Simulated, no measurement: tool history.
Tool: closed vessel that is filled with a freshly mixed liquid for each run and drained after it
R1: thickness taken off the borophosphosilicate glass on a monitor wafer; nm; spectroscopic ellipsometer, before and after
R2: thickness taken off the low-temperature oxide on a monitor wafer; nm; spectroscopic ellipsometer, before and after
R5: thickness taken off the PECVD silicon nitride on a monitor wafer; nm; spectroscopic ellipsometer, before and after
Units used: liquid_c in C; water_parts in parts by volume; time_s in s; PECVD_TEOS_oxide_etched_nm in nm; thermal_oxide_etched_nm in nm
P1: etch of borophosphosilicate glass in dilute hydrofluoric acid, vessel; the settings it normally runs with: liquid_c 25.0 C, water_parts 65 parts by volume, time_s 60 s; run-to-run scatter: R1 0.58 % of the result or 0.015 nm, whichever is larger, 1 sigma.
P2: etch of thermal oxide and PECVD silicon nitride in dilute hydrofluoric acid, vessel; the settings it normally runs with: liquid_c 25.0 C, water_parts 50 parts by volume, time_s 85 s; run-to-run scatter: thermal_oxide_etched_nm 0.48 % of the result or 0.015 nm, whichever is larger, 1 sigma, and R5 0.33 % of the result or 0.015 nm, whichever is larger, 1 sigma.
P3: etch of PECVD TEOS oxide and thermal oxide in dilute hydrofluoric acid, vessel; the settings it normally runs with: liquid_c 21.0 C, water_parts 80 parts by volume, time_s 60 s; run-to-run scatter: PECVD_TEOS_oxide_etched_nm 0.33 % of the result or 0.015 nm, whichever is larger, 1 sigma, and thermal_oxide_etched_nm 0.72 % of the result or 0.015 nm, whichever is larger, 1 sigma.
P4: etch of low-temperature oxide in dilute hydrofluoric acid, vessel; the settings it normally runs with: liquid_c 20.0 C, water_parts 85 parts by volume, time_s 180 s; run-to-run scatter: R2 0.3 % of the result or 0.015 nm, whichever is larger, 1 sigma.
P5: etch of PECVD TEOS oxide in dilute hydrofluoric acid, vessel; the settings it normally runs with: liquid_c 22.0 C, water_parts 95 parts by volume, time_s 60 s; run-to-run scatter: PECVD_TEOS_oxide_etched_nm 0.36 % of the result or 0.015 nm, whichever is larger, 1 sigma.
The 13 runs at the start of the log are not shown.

Run 14, hour 191.5: process P1, liquid_c 25.0 C, water_parts 65 parts by volume, time_s 120 s. Result: R1 52.814 nm.
Run 15, hour 208.0: process P4, liquid_c 20.0 C, water_parts 85 parts by volume, time_s 180 s. Result: R2 21.875 nm.
Run 16, hour 224.9: process P1, liquid_c 25.0 C, water_parts 65 parts by volume, time_s 30 s. Result: R1 13.271 nm.
Run 17, hour 238.1: process P3, liquid_c 21.0 C, water_parts 80 parts by volume, time_s 100 s. Result: PECVD_TEOS_oxide_etched_nm 22.7050 nm, thermal_oxide_etched_nm 5.2324 nm.
Run 18, hour 251.9: process P3, liquid_c 17.0 C, water_parts 80 parts by volume, time_s 60 s. Result: PECVD_TEOS_oxide_etched_nm 11.3710 nm, thermal_oxide_etched_nm 2.7048 nm.
Run 19, hour 260.1: process P5, liquid_c 17.5 C, water_parts 95 parts by volume, time_s 60 s. Result: PECVD_TEOS_oxide_etched_nm 8.4992 nm.
Run 20, hour 275.9: process P5, liquid_c 22.0 C, water_parts 95 parts by volume, time_s 85 s. Result: PECVD_TEOS_oxide_etched_nm 14.5880 nm.
Run 21, hour 284.5: process P1, liquid_c 25.0 C, water_parts 45 parts by volume, time_s 35 s. Result: R1 22.902 nm.
Run 22, hour 301.5: process P1, liquid_c 18.0 C, water_parts 65 parts by volume, time_s 60 s. Result: R1 19.664 nm.
Run 23, hour 310.8: process P4, liquid_c 20.0 C, water_parts 85 parts by volume, time_s 270 s. Result: R2 32.887 nm.
Run 24, hour 320.7: process P2, liquid_c 25.0 C, water_parts 50 parts by volume, time_s 140 s. Result: thermal_oxide_etched_nm 14.3620 nm, R5 17.025 nm.
Run 25, hour 333.5: process P1, liquid_c 25.0 C, water_parts 65 parts by volume, time_s 60 s. Result: R1 26.420 nm.
Run 26, hour 348.8: process P5, liquid_c 22.0 C, water_parts 20 parts by volume, time_s 60 s. Result: PECVD_TEOS_oxide_etched_nm 53.4790 nm.
Run 27, hour 359.2: process P2, liquid_c 25.0 C, water_parts 50 parts by volume, time_s 85 s. Result: thermal_oxide_etched_nm 8.8393 nm, R5 10.250 nm.
Run 28, hour 368.4: process P1, liquid_c 21.0 C, water_parts 20 parts by volume, time_s 60 s. Result: R1 77.320 nm.
Run 29, hour 376.4: process P3, liquid_c 21.0 C, water_parts 80 parts by volume, time_s 60 s. Result: PECVD_TEOS_oxide_etched_nm 13.5050 nm, thermal_oxide_etched_nm 3.1607 nm.
Run 30, hour 392.8: process P1, liquid_c 25.0 C, water_parts 65 parts by volume, time_s 60 s. Result: R1 26.171 nm.
Run 31, hour 404.0: process P1, liquid_c 25.0 C, water_parts 65 parts by volume, time_s 60 s. Result: R1 26.971 nm.
Run 32, hour 420.2: process P1, liquid_c 25.0 C, water_parts 65 parts by volume, time_s 60 s. Result: R1 27.953 nm.
Run 33, hour 437.2: process P1, liquid_c 25.0 C, water_parts 65 parts by volume, time_s 60 s. Result: R1 27.793 nm.
Run 34, hour 450.0: process P1, liquid_c 25.0 C, water_parts 65 parts by volume, time_s 60 s. Result: R1 28.645 nm.
Run 35, hour 460.7: process P1, liquid_c 25.0 C, water_parts 65 parts by volume, time_s 60 s. Result: R1 28.672 nm.

The next listed run, before its measurement:
Run 36, hour 477.8: process P1, liquid_c 25.0 C, water_parts 65 parts by volume, time_s 60 s. Result: R1 ?.

Run 36 gave R1 28.750 nm.
